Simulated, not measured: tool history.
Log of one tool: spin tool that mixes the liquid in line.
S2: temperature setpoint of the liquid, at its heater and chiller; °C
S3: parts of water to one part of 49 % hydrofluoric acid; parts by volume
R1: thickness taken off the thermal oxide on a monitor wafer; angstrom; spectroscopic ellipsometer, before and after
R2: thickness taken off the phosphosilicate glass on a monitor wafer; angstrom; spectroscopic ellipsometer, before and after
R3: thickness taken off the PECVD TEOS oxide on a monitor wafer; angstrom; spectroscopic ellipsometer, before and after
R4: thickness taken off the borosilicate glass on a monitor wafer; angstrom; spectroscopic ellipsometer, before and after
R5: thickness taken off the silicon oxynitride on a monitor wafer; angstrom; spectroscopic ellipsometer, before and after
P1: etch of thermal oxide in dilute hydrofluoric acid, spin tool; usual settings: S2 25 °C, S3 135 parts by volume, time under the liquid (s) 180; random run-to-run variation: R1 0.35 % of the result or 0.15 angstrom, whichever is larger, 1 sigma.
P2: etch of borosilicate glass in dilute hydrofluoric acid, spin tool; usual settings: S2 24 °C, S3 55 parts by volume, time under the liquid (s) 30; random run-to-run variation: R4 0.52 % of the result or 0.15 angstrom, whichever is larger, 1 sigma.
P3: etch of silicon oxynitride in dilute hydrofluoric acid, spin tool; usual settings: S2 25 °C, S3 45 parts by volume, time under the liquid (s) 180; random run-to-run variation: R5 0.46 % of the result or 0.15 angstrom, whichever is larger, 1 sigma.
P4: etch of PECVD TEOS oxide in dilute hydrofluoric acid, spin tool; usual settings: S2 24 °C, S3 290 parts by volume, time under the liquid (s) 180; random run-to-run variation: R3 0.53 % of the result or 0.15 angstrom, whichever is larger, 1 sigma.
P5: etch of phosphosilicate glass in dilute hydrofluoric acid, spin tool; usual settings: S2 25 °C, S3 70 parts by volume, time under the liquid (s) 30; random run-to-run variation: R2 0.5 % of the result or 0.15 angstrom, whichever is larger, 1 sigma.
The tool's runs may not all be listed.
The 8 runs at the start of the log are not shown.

{"run": 9, "hour": 83.5, "process that ran": "P4", "S2": 17, "S3": 290, "time under the liquid (s)": 180, "R3": 40.745}
{"run": 10, "hour": 90.5, "process that ran": "P1", "S2": 25, "S3": 135, "time under the liquid (s)": 180, "R1": 56.656}
{"run": 11, "hour": 104.0, "process that ran": "P4", "S2": 24, "S3": 290, "time under the liquid (s)": 180, "R3": 52.166}
{"run": 12, "hour": 111.8, "process that ran": "P4", "S2": 24, "S3": 480, "time under the liquid (s)": 180, "R3": 26.596}
{"run": 13, "hour": 124.9, "process that ran": "P2", "S2": 29, "S3": 55, "time under the liquid (s)": 30, "R4": 191.12}
{"run": 14, "hour": 135.8, "process that ran": "P2", "S2": 24, "S3": 55, "time under the liquid (s)": 30, "R4": 155.15}
{"run": 15, "hour": 142.8, "process that ran": "P1", "S2": 25, "S3": 80, "time under the liquid (s)": 180, "R1": 103.86}
{"run": 16, "hour": 157.3, "process that ran": "P2", "S2": 24, "S3": 55, "time under the liquid (s)": 15, "R4": 77.723}
{"run": 17, "hour": 169.8, "process that ran": "P1", "S2": 25, "S3": 240, "time under the liquid (s)": 180, "R1": 29.082}
{"run": 18, "hour": 176.8, "process that ran": "P3", "S2": 25, "S3": 60, "time under the liquid (s)": 180, "R5": 79.441}

What will run 19 give?
{"run": 19, "hour": 189.5, "process that ran": "P2", "S2": 24, "S3": 75, "time under the liquid (s)": 30, "R4": "?"}

Run 19 gave R4 111.150 angstrom.

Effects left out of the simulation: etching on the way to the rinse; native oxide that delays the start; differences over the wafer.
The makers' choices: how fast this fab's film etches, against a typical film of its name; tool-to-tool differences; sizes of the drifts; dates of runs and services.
